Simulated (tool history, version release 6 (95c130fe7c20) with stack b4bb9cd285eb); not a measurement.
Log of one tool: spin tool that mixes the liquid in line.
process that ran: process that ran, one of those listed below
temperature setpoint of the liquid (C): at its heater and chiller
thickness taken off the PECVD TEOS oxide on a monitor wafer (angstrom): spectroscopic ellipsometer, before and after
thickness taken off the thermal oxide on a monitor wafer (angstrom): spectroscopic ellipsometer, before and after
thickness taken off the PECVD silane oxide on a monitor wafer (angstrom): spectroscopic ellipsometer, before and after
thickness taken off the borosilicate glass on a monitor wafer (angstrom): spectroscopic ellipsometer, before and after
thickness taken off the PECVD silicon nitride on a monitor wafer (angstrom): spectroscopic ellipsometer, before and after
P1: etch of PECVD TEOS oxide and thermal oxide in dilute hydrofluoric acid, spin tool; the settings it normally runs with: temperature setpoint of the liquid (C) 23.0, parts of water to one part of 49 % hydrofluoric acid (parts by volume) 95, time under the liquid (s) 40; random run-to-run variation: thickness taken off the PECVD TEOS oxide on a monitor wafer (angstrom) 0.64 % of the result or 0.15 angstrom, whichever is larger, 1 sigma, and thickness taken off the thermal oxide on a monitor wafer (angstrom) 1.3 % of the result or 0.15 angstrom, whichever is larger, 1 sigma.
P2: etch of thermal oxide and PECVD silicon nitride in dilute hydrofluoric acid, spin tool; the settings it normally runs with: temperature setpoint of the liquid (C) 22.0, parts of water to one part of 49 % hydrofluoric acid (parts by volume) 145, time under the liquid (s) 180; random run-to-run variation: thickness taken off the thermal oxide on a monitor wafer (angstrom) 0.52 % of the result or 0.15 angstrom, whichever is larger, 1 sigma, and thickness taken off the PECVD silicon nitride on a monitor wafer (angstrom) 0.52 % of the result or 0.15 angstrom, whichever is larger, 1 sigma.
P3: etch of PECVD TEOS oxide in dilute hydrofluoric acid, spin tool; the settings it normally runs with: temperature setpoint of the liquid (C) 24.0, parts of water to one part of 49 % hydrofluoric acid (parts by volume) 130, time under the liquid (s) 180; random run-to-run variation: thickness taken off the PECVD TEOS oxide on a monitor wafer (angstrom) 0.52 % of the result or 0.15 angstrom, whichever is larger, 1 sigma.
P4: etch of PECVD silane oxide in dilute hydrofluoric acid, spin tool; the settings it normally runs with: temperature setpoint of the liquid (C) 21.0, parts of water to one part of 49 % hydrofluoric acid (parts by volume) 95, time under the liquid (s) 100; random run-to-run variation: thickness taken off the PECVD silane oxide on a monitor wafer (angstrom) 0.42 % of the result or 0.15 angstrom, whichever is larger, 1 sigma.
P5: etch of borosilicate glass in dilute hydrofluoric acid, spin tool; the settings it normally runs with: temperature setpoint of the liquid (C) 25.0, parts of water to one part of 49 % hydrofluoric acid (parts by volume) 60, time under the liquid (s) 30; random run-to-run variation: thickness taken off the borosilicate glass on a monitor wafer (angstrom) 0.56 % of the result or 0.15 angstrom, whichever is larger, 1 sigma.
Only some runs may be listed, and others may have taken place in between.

| run | hour | process that ran | temperature setpoint of the liquid (C) | parts of water to one part of 49 % hydrofluoric acid (parts by volume) | time under the liquid (s) | hours since the thermometer was replaced | hours since the hydrofluoric acid flow meter was replaced | thickness taken off the PECVD TEOS oxide on a monitor wafer (angstrom) | thickness taken off the thermal oxide on a monitor wafer (angstrom) | thickness taken off the PECVD silane oxide on a monitor wafer (angstrom) | thickness taken off the borosilicate glass on a monitor wafer (angstrom) | thickness taken off the PECVD silicon nitride on a monitor wafer (angstrom) |
|---|---|---|---|---|---|---|---|---|---|---|---|---|
| 1 | 3.9 | P1 | 23.0 | 95 | 40 | 1848.7 | 113.0 | 47.469 | 18.2810 |  |  |  |
| 2 | 8.1 | P4 | 21.0 | 95 | 45 | 1852.9 | 117.2 |  |  | 64.892 |  |  |
| 3 | 11.4 | P3 | 29.0 | 130 | 180 | 1856.2 | 120.5 | 265.530 |  |  |  |  |
| 4 | 15.1 | P1 | 23.0 | 175 | 40 | 1859.9 | 124.2 | 23.824 | 9.0453 |  |  |  |
| 5 | 19.7 | P1 | 23.0 | 95 | 40 | 1864.5 | 128.8 | 48.111 | 18.4370 |  |  |  |
|  | 20.0 | hydrofluoric acid flow meter replaced |
| 6 | 23.9 | P1 | 23.0 | 95 | 20 | 1868.7 | 3.9 | 24.118 | 9.1515 |  |  |  |
| 7 | 26.2 | P1 | 23.0 | 95 | 40 | 1871.0 | 6.2 | 47.963 | 18.2410 |  |  |  |
| 8 | 29.0 | P5 | 32.5 | 60 | 30 | 1873.8 | 9.0 |  |  |  | 281.52 |  |
| 9 | 33.0 | P4 | 21.0 | 95 | 100 | 1877.8 | 13.0 |  |  | 143.510 |  |  |
| 10 | 35.9 | P1 | 17.0 | 95 | 40 | 1880.7 | 15.9 | 36.721 | 14.6310 |  |  |  |
| 11 | 39.4 | P2 | 22.0 | 145 | 180 | 1884.2 | 19.4 |  | 47.9190 |  |  | 64.179 |
| 12 | 43.8 | P4 | 21.0 | 95 | 100 | 1888.6 | 23.8 |  |  | 142.590 |  |  |
| 13 | 47.8 | P5 | 25.0 | 100 | 30 | 1892.6 | 27.8 |  |  |  | 119.16 |  |
| 14 | 50.8 | P1 | 23.0 | 95 | 40 | 1895.6 | 30.8 | 47.931 | 18.8740 |  |  |  |
| 15 | 53.7 | P1 | 30.0 | 95 | 65 | 1898.5 | 33.7 | 100.470 | 39.1840 |  |  |  |
| 16 | 57.1 | P2 | 22.0 | 145 | 180 | 1901.9 | 37.1 |  | 48.2630 |  |  | 64.362 |
| 17 | 60.3 | P1 | 30.0 | 140 | 40 | 1905.1 | 40.3 | 40.066 | 15.5050 |  |  |  |
| 18 | 64.6 | P2 | 22.0 | 145 | 50 | 1909.4 | 44.6 |  | 13.3840 |  |  | 17.950 |
| 19 | 68.4 | P1 | 23.0 | 95 | 40 | 1913.2 | 48.4 | 47.202 | 18.7450 |  |  |  |
| 20 | 72.3 | P5 | 25.0 | 60 | 30 | 1917.1 | 52.3 |  |  |  | 208.06 |  |
| 21 | 75.9 | P3 | 24.0 | 55 | 180 | 1920.7 | 55.9 | 575.030 |  |  |  |  |
| 22 | 78.3 | P1 | 23.0 | 95 | 60 | 1923.1 | 58.3 | 70.929 | 27.0540 |  |  |  |
| 23 | 81.5 | P5 | 25.0 | 60 | 45 | 1926.3 | 61.5 |  |  |  | 314.37 |  |
| 24 | 84.6 | P3 | 24.0 | 130 | 15 | 1929.4 | 64.6 | 18.736 |  |  |  |  |
| 25 | 87.8 | P2 | 30.5 | 145 | 180 | 1932.6 | 67.8 |  | 65.5710 |  |  | 108.930 |
| 26 | 91.7 | P3 | 24.0 | 130 | 180 | 1936.5 | 71.7 | 222.120 |  |  |  |  |
| 27 | 95.4 | P4 | 25.0 | 95 | 100 | 1940.2 | 75.4 |  |  | 169.300 |  |  |
| 28 | 98.8 | P1 | 23.0 | 25 | 40 | 1943.6 | 78.8 | 197.890 | 76.5240 |  |  |  |
| 29 | 102.2 | P5 | 25.0 | 60 | 30 | 1947.0 | 82.2 |  |  |  | 211.08 |  |
| 30 | 106.8 | P3 | 24.0 | 130 | 180 | 1951.6 | 86.8 | 221.240 |  |  |  |  |
| 31 | 111.2 | P1 | 27.0 | 95 | 40 | 1956.0 | 91.2 | 54.843 | 21.2720 |  |  |  |
| 32 | 114.1 | P4 | 21.0 | 25 | 100 | 1958.9 | 94.1 |  |  | 595.130 |  |  |
| 33 | 118.7 | P1 | 23.0 | 95 | 40 | 1963.5 | 98.7 | 47.187 | 18.7610 |  |  |  |
| 34 | 121.6 | P2 | 22.0 | 70 | 180 | 1966.4 | 101.6 |  | 107.7000 |  |  | 131.600 |
| 35 | 123.8 | P1 | 23.0 | 95 | 40 | 1968.6 | 103.8 | 48.120 | 18.0740 |  |  |  |
| 36 | 125.8 | P1 | 23.0 | 95 | 40 | 1970.6 | 105.8 | 48.847 | 19.2490 |  |  |  |
| 37 | 129.2 | P1 | 23.0 | 95 | 40 | 1974.0 | 109.2 | 50.629 | 19.1230 |  |  |  |
| 38 | 133.2 | P1 | 23.0 | 95 | 40 | 1978.0 | 113.2 | 50.885 | 19.5020 |  |  |  |
| 39 | 136.5 | P1 | 23.0 | 95 | 40 | 1981.3 | 116.5 | 51.344 | 19.5340 |  |  |  |
| 40 | 139.7 | P1 | 23.0 | 95 | 40 | 1984.5 | 119.7 | 50.289 | 19.8640 |  |  |  |
| 41 | 143.3 | P1 | 23.0 | 95 | 40 | 1988.1 | 123.3 | 50.786 | 19.7570 |  |  |  |

Compared with where it was, what P1 gives has crept away. Each cause listed below fits the log as well as the rest, at the size given for it:
A: liquid hotter than its thermometer reads (K) = 1.76
B: hydrofluoric acid flow above the setpoint (%) = 6.5
The onset of the drift is placed at about hour 123.8.

Listed below are the offered check runs, one wafer per run, with question marks in place of results. For which of them would the causes give clearly different outcomes?
| check 1 | 146.9 | P5 | 25.0 | 60 | 30 |  |  |  |  |  | ? |  |
| check 2 | 146.9 | P2 | 22.0 | 145 | 180 |  |  |  | ? |  |  | ? |
| check 3 | 146.9 | P3 | 24.0 | 130 | 180 |  |  | ? |  |  |  |  |
| check 4 | 146.9 | P4 | 21.0 | 95 | 100 |  |  |  |  | ? |  |  |

Predicted outcomes, by check and by cause:
| check | result | if A | if B |
|---|---|---|---|
| check 1 | thickness taken off the borosilicate glass on a monitor wafer (angstrom) | 224.93 | 224.28 |
| check 2 | thickness taken off the thermal oxide on a monitor wafer (angstrom) | 51.1610 | 51.3900 |
| check 2 | thickness taken off the PECVD silicon nitride on a monitor wafer (angstrom) | 71.888 | 68.172 |
| check 3 | thickness taken off the PECVD TEOS oxide on a monitor wafer (angstrom) | 236.630 | 237.730 |
| check 4 | thickness taken off the PECVD silane oxide on a monitor wafer (angstrom) | 154.570 | 154.320 |
Separation of the two closest causes in each check, using whichever result separates them best: check 1 0.29 %; check 2 5.31 %; check 3 0.47 %; check 4 0.16 %
The causes can be told apart only by check 2. The other checks would give nearly the same results under each of them.

Then check 2 was run and gave: thickness taken off the thermal oxide on a monitor wafer (angstrom) 51.0830; thickness taken off the PECVD silicon nitride on a monitor wafer (angstrom) 72.467. Which cause is it?

The cause is A: liquid hotter than its thermometer reads (K).
